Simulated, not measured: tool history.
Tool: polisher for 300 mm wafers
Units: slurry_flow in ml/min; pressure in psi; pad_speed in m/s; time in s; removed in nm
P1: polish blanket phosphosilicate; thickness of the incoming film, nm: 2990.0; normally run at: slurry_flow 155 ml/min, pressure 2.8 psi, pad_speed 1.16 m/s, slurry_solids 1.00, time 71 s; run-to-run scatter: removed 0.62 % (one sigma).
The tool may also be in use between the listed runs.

run,hour,slurry_flow,pressure,pad_speed,slurry_solids,time,removed
1,7.9,155,2.8,1.16,1.00,71,534.58
2,16.6,155,2.8,0.70,1.00,45,228.44
3,24.1,155,2.8,1.16,1.50,71,633.63
4,31.7,155,2.8,0.52,1.00,71,284.64
5,37.9,105,2.8,1.16,1.00,71,496.70
6,44.1,155,2.8,1.16,1.00,71,531.19
7,54.0,155,2.8,1.16,1.00,106,810.28
8,62.0,155,2.8,1.16,0.55,71,396.91
9,69.4,155,1.8,1.16,1.00,71,344.23
10,78.8,155,2.8,1.16,1.00,71,540.34
11,87.0,155,2.8,1.16,1.00,32,242.95
12,96.3,155,2.8,1.82,1.00,71,771.06
13,108.5,155,2.8,1.16,1.00,71,534.60
14,115.8,155,4.4,1.16,1.00,71,847.06
15,121.8,220,2.8,1.16,1.00,71,561.02
16,127.4,155,2.8,1.16,1.45,109,948.82
17,136.6,155,2.8,1.16,1.00,71,538.79
18,142.6,155,2.8,1.16,1.00,71,522.40
19,154.0,155,2.8,1.16,1.00,71,497.76
# hour 164.0: slurry nozzle cleaned
20,165.0,155,2.8,1.16,1.00,71,480.58
# hour 171.4: head pressure recalibrated
21,173.3,155,2.8,1.16,1.00,71,479.08
22,178.9,155,2.8,1.16,1.00,71,469.74
23,185.8,155,2.8,1.16,1.00,71,471.16
24,191.8,155,2.8,1.16,1.00,71,467.84
# hour 193.7: conditioning disc replaced and pad reconditioned
25,201.6,155,2.8,1.16,1.00,71,470.05
26,207.2,155,2.8,1.16,1.00,71,468.99
27,213.2,155,2.8,1.16,1.00,71,467.70

What P1 gives has crept away from where it was. These 2 causes fit the log equally well, each at the size given:
A: removal rate lost through wear of the pad, % = 12.9
B: abrasive missing from the slurry, % = 24.6
The creep began at about hour 136.6.
Why every other cause is out:
slurry flow missing at the pad, %: serviced at hour 164.0, which brought nothing back
head's pressure below its setpoint, %: serviced at hour 171.4, which brought nothing back
time polished since the conditioner stopped cutting, s: serviced at hour 193.7, which brought nothing back

4 check runs are offered, each on 5 wafers whose results are averaged, their results left as question marks. Which one tells the causes apart?
check 1,219.2,155,2.8,1.64,1.00,71,?
check 2,219.2,155,4.2,1.16,1.40,71,?
check 3,219.2,155,2.8,0.88,1.00,100,?
check 4,219.2,155,2.8,1.68,1.00,32,?

What each check would give under each cause:
check,result,if A,if B
check 1,removed,616.20,616.10
check 2,removed,805.24,824.16
check 3,removed,527.44,527.36
check 4,removed,283.13,283.08
How far apart the two closest causes lie, in the result that separates them most: check 1 0.02 %; check 2 2.32 %; check 3 0.02 %; check 4 0.02 %
Only check 2 tells the causes apart: in the others they would give nearly the same result.

Check 2 was then run and gave: removed 825.10 nm. Which cause is it?

It is B: abrasive missing from the slurry, %.
